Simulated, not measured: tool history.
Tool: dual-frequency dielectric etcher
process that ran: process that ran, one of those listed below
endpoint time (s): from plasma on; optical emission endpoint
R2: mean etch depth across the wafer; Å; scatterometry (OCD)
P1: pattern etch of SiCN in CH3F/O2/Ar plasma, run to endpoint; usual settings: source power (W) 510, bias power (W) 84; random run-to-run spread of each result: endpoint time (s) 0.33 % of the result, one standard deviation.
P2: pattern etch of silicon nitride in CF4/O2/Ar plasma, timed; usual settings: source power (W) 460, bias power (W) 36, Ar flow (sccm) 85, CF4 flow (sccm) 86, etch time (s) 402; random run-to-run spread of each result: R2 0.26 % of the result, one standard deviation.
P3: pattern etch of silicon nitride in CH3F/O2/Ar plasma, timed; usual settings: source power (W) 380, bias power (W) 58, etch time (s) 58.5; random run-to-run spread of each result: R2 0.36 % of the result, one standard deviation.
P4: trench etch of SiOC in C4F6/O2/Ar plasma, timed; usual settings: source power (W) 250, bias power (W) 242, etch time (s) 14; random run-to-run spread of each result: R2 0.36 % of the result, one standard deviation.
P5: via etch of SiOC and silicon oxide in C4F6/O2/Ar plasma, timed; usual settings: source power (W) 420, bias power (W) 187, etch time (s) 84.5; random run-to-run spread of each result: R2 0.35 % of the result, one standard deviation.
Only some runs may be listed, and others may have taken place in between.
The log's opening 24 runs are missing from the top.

Run 25, hour 114.5: process that ran P1, source power (W) 510, bias power (W) 84. Result: endpoint time (s) 23.898.
Run 26, hour 119.2: process that ran P4, source power (W) 250, bias power (W) 242, etch time (s) 14. Result: R2 274.67 Å.
Run 27, hour 124.9: process that ran P2, source power (W) 460, bias power (W) 36, Ar flow (sccm) 85, CF4 flow (sccm) 108, etch time (s) 402. Result: R2 6536.3 Å.
Run 28, hour 130.9: process that ran P2, source power (W) 460, bias power (W) 45, Ar flow (sccm) 85, CF4 flow (sccm) 86, etch time (s) 402. Result: R2 6900.5 Å.
Run 29, hour 134.6: process that ran P5, source power (W) 420, bias power (W) 187, etch time (s) 84.5. Result: R2 1043.9 Å.
Run 30, hour 138.9: process that ran P2, source power (W) 460, bias power (W) 36, Ar flow (sccm) 59, CF4 flow (sccm) 86, etch time (s) 402. Result: R2 6682.2 Å.
Run 31, hour 142.9: process that ran P1, source power (W) 700, bias power (W) 84. Result: endpoint time (s) 21.099.
Run 32, hour 146.3: process that ran P1, source power (W) 510, bias power (W) 84. Result: endpoint time (s) 23.818.
Run 33, hour 151.3: process that ran P1, source power (W) 510, bias power (W) 84. Result: endpoint time (s) 23.991.

Run 34 has not been measured yet. What should we expect?
Run 34, hour 157.5: process that ran P1, source power (W) 510, bias power (W) 84. Result: endpoint time (s) ?.

endpoint time (s): 24.051
